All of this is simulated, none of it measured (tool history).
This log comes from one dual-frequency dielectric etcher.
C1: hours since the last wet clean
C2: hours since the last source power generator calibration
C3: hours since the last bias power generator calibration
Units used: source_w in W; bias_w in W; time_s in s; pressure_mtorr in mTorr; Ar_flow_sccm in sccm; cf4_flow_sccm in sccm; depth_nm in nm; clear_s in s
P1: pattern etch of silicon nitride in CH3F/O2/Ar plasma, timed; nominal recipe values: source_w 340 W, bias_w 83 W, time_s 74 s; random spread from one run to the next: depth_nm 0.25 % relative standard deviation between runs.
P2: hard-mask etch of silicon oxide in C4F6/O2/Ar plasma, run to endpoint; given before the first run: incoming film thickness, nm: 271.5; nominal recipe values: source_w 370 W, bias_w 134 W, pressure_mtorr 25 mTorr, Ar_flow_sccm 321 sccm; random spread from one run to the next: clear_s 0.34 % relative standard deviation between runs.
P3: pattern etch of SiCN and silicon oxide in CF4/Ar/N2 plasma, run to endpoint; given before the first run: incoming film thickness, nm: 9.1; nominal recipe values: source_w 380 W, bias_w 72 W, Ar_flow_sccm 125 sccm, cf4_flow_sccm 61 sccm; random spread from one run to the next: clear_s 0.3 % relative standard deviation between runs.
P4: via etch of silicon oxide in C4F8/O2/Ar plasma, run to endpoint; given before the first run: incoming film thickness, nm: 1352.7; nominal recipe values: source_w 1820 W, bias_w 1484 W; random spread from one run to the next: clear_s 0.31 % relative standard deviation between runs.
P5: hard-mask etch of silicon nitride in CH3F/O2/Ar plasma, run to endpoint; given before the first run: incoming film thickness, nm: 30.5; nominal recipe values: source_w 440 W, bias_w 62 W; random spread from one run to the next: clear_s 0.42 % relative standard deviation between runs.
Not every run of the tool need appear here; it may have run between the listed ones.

{"run": 1, "day": 0.171, "process": "P1", "source_w": 340, "bias_w": 83, "time_s": 74, "C1": 282.8, "C2": 669.3, "C3": 515, "depth_nm": 51.697}
{"run": 2, "day": 0.383, "process": "P1", "source_w": 340, "bias_w": 58, "time_s": 102.5, "C1": 287.9, "C2": 674.4, "C3": 520.1, "depth_nm": 62.926}
{"run": 3, "day": 0.538, "process": "P1", "source_w": 340, "bias_w": 83, "time_s": 74, "C1": 291.6, "C2": 678.1, "C3": 523.8, "depth_nm": 51.841}
{"run": 4, "day": 0.662, "process": "P2", "source_w": 510, "bias_w": 134, "pressure_mtorr": 25, "Ar_flow_sccm": 321, "C1": 294.6, "C2": 681.1, "C3": 526.8, "clear_s": 83.127}
{"run": 5, "day": 0.904, "process": "P2", "source_w": 370, "bias_w": 188, "pressure_mtorr": 25, "Ar_flow_sccm": 321, "C1": 300.4, "C2": 686.9, "C3": 532.6, "clear_s": 85.348}
{"run": 6, "day": 1.129, "process": "P1", "source_w": 340, "bias_w": 83, "time_s": 74, "C1": 305.8, "C2": 692.3, "C3": 538, "depth_nm": 51.477}
{"run": 7, "day": 1.325, "process": "P4", "source_w": 1080, "bias_w": 1484, "C1": 310.5, "C2": 697, "C3": 542.7, "clear_s": 372.01}
{"run": 8, "day": 1.492, "process": "P3", "source_w": 380, "bias_w": 72, "Ar_flow_sccm": 125, "cf4_flow_sccm": 40, "C1": 314.5, "C2": 701, "C3": 546.7, "clear_s": 13.837}
{"run": 9, "day": 1.704, "process": "P1", "source_w": 340, "bias_w": 110, "time_s": 74, "C1": 319.6, "C2": 706.1, "C3": 551.8, "depth_nm": 57.402}
{"run": 10, "day": 1.908, "process": "P1", "source_w": 340, "bias_w": 83, "time_s": 105, "C1": 324.5, "C2": 711, "C3": 556.7, "depth_nm": 73.511}
{"run": 11, "day": 2.058, "process": "P1", "source_w": 340, "bias_w": 83, "time_s": 51, "C1": 328.1, "C2": 714.6, "C3": 560.3, "depth_nm": 35.585}
{"run": 12, "day": 2.262, "process": "P5", "source_w": 270, "bias_w": 62, "C1": 333, "C2": 719.5, "C3": 565.2, "clear_s": 53.625}
{"run": 13, "day": 2.4, "process": "P4", "source_w": 1820, "bias_w": 905, "C1": 336.3, "C2": 722.8, "C3": 568.5, "clear_s": 343.1}
{"run": 14, "day": 2.529, "process": "P5", "source_w": 440, "bias_w": 62, "C1": 339.4, "C2": 725.9, "C3": 571.6, "clear_s": 44.084}
{"run": 15, "day": 2.729, "process": "P2", "source_w": 370, "bias_w": 134, "pressure_mtorr": 25, "Ar_flow_sccm": 382, "C1": 344.2, "C2": 730.7, "C3": 576.4, "clear_s": 96.054}
{"run": 16, "day": 2.962, "process": "P3", "source_w": 380, "bias_w": 72, "Ar_flow_sccm": 125, "cf4_flow_sccm": 61, "C1": 349.8, "C2": 736.3, "C3": 582, "clear_s": 12.985}
{"run": 17, "day": 3.088, "process": "P4", "source_w": 1820, "bias_w": 1484, "C1": 352.8, "C2": 739.3, "C3": 585, "clear_s": 301.2}
{"run": 18, "day": 3.3, "process": "P2", "source_w": 370, "bias_w": 134, "pressure_mtorr": 30.5, "Ar_flow_sccm": 321, "C1": 357.9, "C2": 744.4, "C3": 590.1, "clear_s": 96.779}
{"run": 19, "day": 3.471, "process": "P5", "source_w": 440, "bias_w": 38, "C1": 362, "C2": 748.5, "C3": 594.2, "clear_s": 51.654}
{"run": 20, "day": 3.596, "process": "P2", "source_w": 370, "bias_w": 134, "pressure_mtorr": 25, "Ar_flow_sccm": 321, "C1": 365, "C2": 751.5, "C3": 597.2, "clear_s": 94.675}
{"run": 21, "day": 3.712, "process": "P1", "source_w": 280, "bias_w": 83, "time_s": 56, "C1": 367.8, "C2": 754.3, "C3": 600, "depth_nm": 36.355}
{"run": 22, "day": 3.958, "process": "P3", "source_w": 380, "bias_w": 46, "Ar_flow_sccm": 125, "cf4_flow_sccm": 61, "C1": 373.7, "C2": 760.2, "C3": 605.9, "clear_s": 15.029}
{"run": 23, "day": 4.129, "process": "P3", "source_w": 260, "bias_w": 72, "Ar_flow_sccm": 125, "cf4_flow_sccm": 61, "C1": 377.8, "C2": 764.3, "C3": 610, "clear_s": 17.92}
{"run": 24, "day": 4.258, "process": "P1", "source_w": 450, "bias_w": 83, "time_s": 74, "C1": 380.9, "C2": 767.4, "C3": 613.1, "depth_nm": 57.361}
{"run": 25, "day": 4.45, "process": "P1", "source_w": 340, "bias_w": 83, "time_s": 74, "C1": 385.5, "C2": 772, "C3": 617.7, "depth_nm": 51.507}
{"run": 26, "day": 4.583, "process": "P1", "source_w": 340, "bias_w": 83, "time_s": 74, "C1": 388.7, "C2": 775.2, "C3": 620.9, "depth_nm": 51.712}
{"run": 27, "day": 4.788, "process": "P1", "source_w": 340, "bias_w": 83, "time_s": 74, "C1": 393.6, "C2": 780.1, "C3": 625.8, "depth_nm": 51.727}
{"run": 28, "day": 4.954, "process": "P1", "source_w": 250, "bias_w": 103, "time_s": 74, "C1": 397.6, "C2": 784.1, "C3": 629.8, "depth_nm": 49.881}
{"run": 29, "day": 5.117, "process": "P3", "source_w": 380, "bias_w": 72, "Ar_flow_sccm": 80, "cf4_flow_sccm": 61, "C1": 401.5, "C2": 788, "C3": 633.7, "clear_s": 12.087}
{"run": 30, "day": 5.254, "process": "P1", "source_w": 230, "bias_w": 83, "time_s": 74, "C1": 404.8, "C2": 791.3, "C3": 637, "depth_nm": 44.495}
{"run": 31, "day": 5.371, "process": "P1", "source_w": 340, "bias_w": 52, "time_s": 74, "C1": 407.6, "C2": 794.1, "C3": 639.8, "depth_nm": 44.132}
{"run": 32, "day": 5.588, "process": "P2", "source_w": 370, "bias_w": 134, "pressure_mtorr": 25, "Ar_flow_sccm": 321, "C1": 412.8, "C2": 799.3, "C3": 645, "clear_s": 94.713}
{"run": 33, "day": 5.767, "process": "P1", "source_w": 340, "bias_w": 83, "time_s": 74, "C1": 417.1, "C2": 803.6, "C3": 649.3, "depth_nm": 51.571}
{"run": 34, "day": 6.0, "process": "P1", "source_w": 340, "bias_w": 83, "time_s": 74, "C1": 422.7, "C2": 809.2, "C3": 654.9, "depth_nm": 51.247}
{"run": 35, "day": 6.112, "process": "P1", "source_w": 340, "bias_w": 83, "time_s": 74, "C1": 425.4, "C2": 811.9, "C3": 657.6, "depth_nm": 51.995}
{"run": 36, "day": 6.225, "process": "P1", "source_w": 340, "bias_w": 83, "time_s": 74, "C1": 428.1, "C2": 814.6, "C3": 660.3, "depth_nm": 52.189}
{"run": 37, "day": 6.429, "process": "P1", "source_w": 340, "bias_w": 83, "time_s": 74, "C1": 433, "C2": 819.5, "C3": 665.2, "depth_nm": 52.55}
{"run": 38, "day": 6.6, "process": "P1", "source_w": 340, "bias_w": 83, "time_s": 74, "C1": 437.1, "C2": 823.6, "C3": 669.3, "depth_nm": 52.544}
{"day": 6.608, "done": "wet clean of the chamber"}
{"run": 39, "day": 6.708, "process": "P1", "source_w": 340, "bias_w": 83, "time_s": 74, "C1": 2.4, "C2": 826.2, "C3": 671.9, "depth_nm": 52.45}
{"run": 40, "day": 6.829, "process": "P1", "source_w": 340, "bias_w": 83, "time_s": 74, "C1": 5.3, "C2": 829.1, "C3": 674.8, "depth_nm": 52.519}
{"run": 41, "day": 6.983, "process": "P1", "source_w": 340, "bias_w": 83, "time_s": 74, "C1": 9, "C2": 832.8, "C3": 678.5, "depth_nm": 52.474}

What P1 gives has crept off from where it sat before. The 2 causes that follow fit the log equally well, each at the size noted:
A: source power that arrives over what is set, % = 4.46
B: bias power that arrives over what is set, % = 4.66
Onset of the creep was near day 6.
Every other cause this tool's parts could produce, and why it does not fit the log:
chamber walls in a state that raises the etch rate, %: serviced at day 6.608, after the change had begun; the process did not return to its earlier output

Listed below are the offered check runs, one wafer per run, with question marks in place of results. For which of them would the causes give clearly different outcomes?
{"run": "check 1", "day": 7.138, "process": "P4", "source_w": 1090, "bias_w": 1266, "clear_s": "?"}
{"run": "check 2", "day": 7.138, "process": "P5", "source_w": 280, "bias_w": 53, "clear_s": "?"}
{"run": "check 3", "day": 7.138, "process": "P3", "source_w": 380, "bias_w": 72, "Ar_flow_sccm": 83, "cf4_flow_sccm": 61, "clear_s": "?"}
{"run": "check 4", "day": 7.138, "process": "P2", "source_w": 490, "bias_w": 180, "pressure_mtorr": 25, "Ar_flow_sccm": 321, "clear_s": "?"}

Check results expected under each cause:
check=check_1 result=clear_s if_A=379.58 if_B=381.6
check=check_2 result=clear_s if_A=54.531 if_B=54.626
check=check_3 result=clear_s if_A=11.698 if_B=11.97
check=check_4 result=clear_s if_A=76.244 if_B=76.461
Per check, the gap between the least separated pair of causes, taken in the result that splits them most: check 1 0.53 %; check 2 0.17 %; check 3 2.3 %; check 4 0.28 %
The other checks would show nearly matching results whichever cause is true, so check 3 is the only one that separates the causes.

Then check 3 was run and gave: clear_s 11.958 s. Which cause is it?

Of the candidate causes, it is B: bias power that arrives over what is set, %.
